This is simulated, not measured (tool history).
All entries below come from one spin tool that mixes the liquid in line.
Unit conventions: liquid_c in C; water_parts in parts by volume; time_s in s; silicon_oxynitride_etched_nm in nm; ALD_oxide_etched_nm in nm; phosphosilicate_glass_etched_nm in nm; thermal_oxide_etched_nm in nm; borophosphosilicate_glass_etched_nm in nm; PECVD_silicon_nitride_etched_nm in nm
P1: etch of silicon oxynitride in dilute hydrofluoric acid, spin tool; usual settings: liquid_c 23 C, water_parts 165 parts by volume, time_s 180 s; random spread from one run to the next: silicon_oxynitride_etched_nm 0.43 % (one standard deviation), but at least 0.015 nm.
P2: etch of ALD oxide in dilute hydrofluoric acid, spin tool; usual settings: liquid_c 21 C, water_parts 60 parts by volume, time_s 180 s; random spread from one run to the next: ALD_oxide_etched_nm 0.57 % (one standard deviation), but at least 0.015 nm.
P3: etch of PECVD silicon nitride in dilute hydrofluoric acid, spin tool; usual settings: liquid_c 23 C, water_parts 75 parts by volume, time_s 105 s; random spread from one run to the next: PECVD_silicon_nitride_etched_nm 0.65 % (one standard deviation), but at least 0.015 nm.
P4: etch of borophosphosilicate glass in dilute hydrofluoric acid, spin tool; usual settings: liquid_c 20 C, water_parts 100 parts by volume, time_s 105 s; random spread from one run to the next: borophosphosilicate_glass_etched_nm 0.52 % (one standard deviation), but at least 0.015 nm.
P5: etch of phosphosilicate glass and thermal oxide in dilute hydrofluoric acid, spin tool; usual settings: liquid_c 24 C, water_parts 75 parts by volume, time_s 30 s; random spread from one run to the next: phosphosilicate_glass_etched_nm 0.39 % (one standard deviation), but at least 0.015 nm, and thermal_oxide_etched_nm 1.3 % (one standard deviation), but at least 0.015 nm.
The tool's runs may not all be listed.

run   hour  process  liquid_c  water_parts  time_s  hours since the thermometer was replaced  hours since the hydrofluoric acid flow meter was replaced  silicon_oxynitride_etched_nm  ALD_oxide_etched_nm  phosphosilicate_glass_etched_nm  thermal_oxide_etched_nm  borophosphosilicate_glass_etched_nm  PECVD_silicon_nitride_etched_nm
  1   12.1       P1        23          165     180                                    1184.9                                                      720.5                       4.61580
  2   21.5       P2        17           60     180                                    1194.3                                                      729.9                                             38.278
  3   34.5       P5        30           75      30                                    1207.3                                                      742.9                                                                             106.480                   2.4638
  4   47.3       P1        31          165     180                                    1220.1                                                      755.7                       6.57370
  5   59.7       P1        23          240     180                                    1232.5                                                      768.1                       3.00130
  6   69.0       P4        20          100     105                                    1241.8                                                      777.4                                                                                                                                            34.853
  7   79.2       P3        23           20     105                                    1252.0                                                      787.6                                                                                                                                                                            16.2070
  8   88.2       P4        20          100      40                                    1261.0                                                      796.6                                                                                                                                            13.144
  9  101.6       P4        17          100     105                                    1274.4                                                      810.0                                                                                                                                            30.680
 10  112.7       P1        23          165     180                                    1285.5                                                      821.1                       4.56290
 11  124.8       P1        23          285     265                                    1297.6                                                      833.2                       3.64760
 12  136.0       P2        21           60     180                                    1308.8                                                      844.4                                             45.336
 13  143.2       P5        24           75      30                                    1316.0                                                      851.6                                                                              83.236                   1.9333
 14  150.5       P1        23          165      15                                    1323.3                                                      858.9                       0.36316
 15  157.0       P2        21          100     180                                    1329.8                                                      865.4                                             26.091
 16  167.0       P3        23           75     210                                    1339.8                                                      875.4                                                                                                                                                                             8.9251
 17  176.6       P5        24           75      30                                    1349.4                                                      885.0                                                                              83.053                   1.9551
 18  183.3       P1        23           95     180                                    1356.1                                                      891.7                       8.47550
 19  191.6       P5        24          125      30                                    1364.4                                                      900.0                                                                              46.922                   1.0655
 20  204.6       P4        20          100     105                                    1377.4                                                      913.0                                                                                                                                            34.524
 21  211.7       P3        23           75     105                                    1384.5                                                      920.1                                                                                                                                                                             4.5076
 22  223.0       P3        17           75     105                                    1395.8                                                      931.4                                                                                                                                                                             2.9701
 23  232.3       P3        23           75     105                                    1405.1                                                      940.7                                                                                                                                                                             4.4649
 24  238.8       P1        18          165     180                                    1411.6                                                      947.2                       3.65970
 25  248.0       P5        24           75      50                                    1420.8                                                      956.4                                                                             140.130                   3.2315
 26  260.1       P1        23          165     180                                    1432.9                                                      968.5                       4.60500
 27  266.7       P1        23          165     180                                    1439.5                                                      975.1                       4.62330
 28  277.3       P4        20          165     105                                    1450.1                                                      985.7                                                                                                                                            19.427
 29  284.7       P1        23          165     180                                    1457.5                                                      993.1                       4.64210
 30  291.9       P1        23          165     290                                    1464.7                                                     1000.3                       7.42760
 31  302.1       P1        23           75     305                                    1474.9                                                     1010.5                      18.33900
 32  314.3       P1        23          165     180                                    1487.1                                                     1022.7                       4.60550
 33  326.3       P2        21           60      55                                    1499.1                                                     1034.7                                             13.887
 34  337.4       P1        23          165     180                                    1510.2                                                     1045.8                       4.62190
 35  343.4       P1        23          165     180                                    1516.2                                                     1051.8                       4.44200
 36  352.2       P1        23          165     180                                    1525.0                                                     1060.6                       4.36920
 37  365.2       P1        23          165     180                                    1538.0                                                     1073.6                       4.26490
 38  376.6       P1        23          165     180                                    1549.4                                                     1085.0                       4.25760
 39  383.1       P1        23          165     180                                    1555.9                                                     1091.5                       4.22480
 40  396.3       P1        23          165     180                                    1569.1                                                     1104.7                       4.24740

What P1 gives has crept off from where it sat before. The 2 causes that follow fit the log equally well, each at the size noted:
A: hydrofluoric acid flow below the setpoint (%) = 7.7
B: liquid colder than its thermometer reads (K) = 1.95
The gradual shift began around hour 337.4.

Consider the 4 single-wafer check runs listed below, results given as question marks: which one distinguishes between the causes by giving clearly different results for each?
check 1  409.5       P2        21           60     180                                                                                                                                                       ?
check 2  409.5       P3        23           75     105                                                                                                                                                                                                                                                                                       ?
check 3  409.5       P5        24           75      30                                                                                                                                                                                        ?                        ?
check 4  409.5       P4        20          100     105                                                                                                                                                                                                                                                      ?

How each check would come out, cause by cause:
  check                               result    if A    if B
check 1                  ALD_oxide_etched_nm  41.464  41.632
check 2      PECVD_silicon_nitride_etched_nm  4.1561  3.9408
check 3      phosphosilicate_glass_etched_nm  76.328  77.000
check 3              thermal_oxide_etched_nm  1.7649  1.7805
check 4  borophosphosilicate_glass_etched_nm  31.561  31.833
Minimum pairwise separation of causes per check, each pair taken at its best-separating result: check 1 0.4 %; check 2 5.32 %; check 3 0.88 %; check 4 0.86 %
The causes can be told apart only by check 2. The other checks would give nearly the same results under each of them.

After running check 2, the following was obtained: PECVD_silicon_nitride_etched_nm 3.9741 nm. Which cause does this point to?

The correct cause is B, namely: liquid colder than its thermometer reads (K).
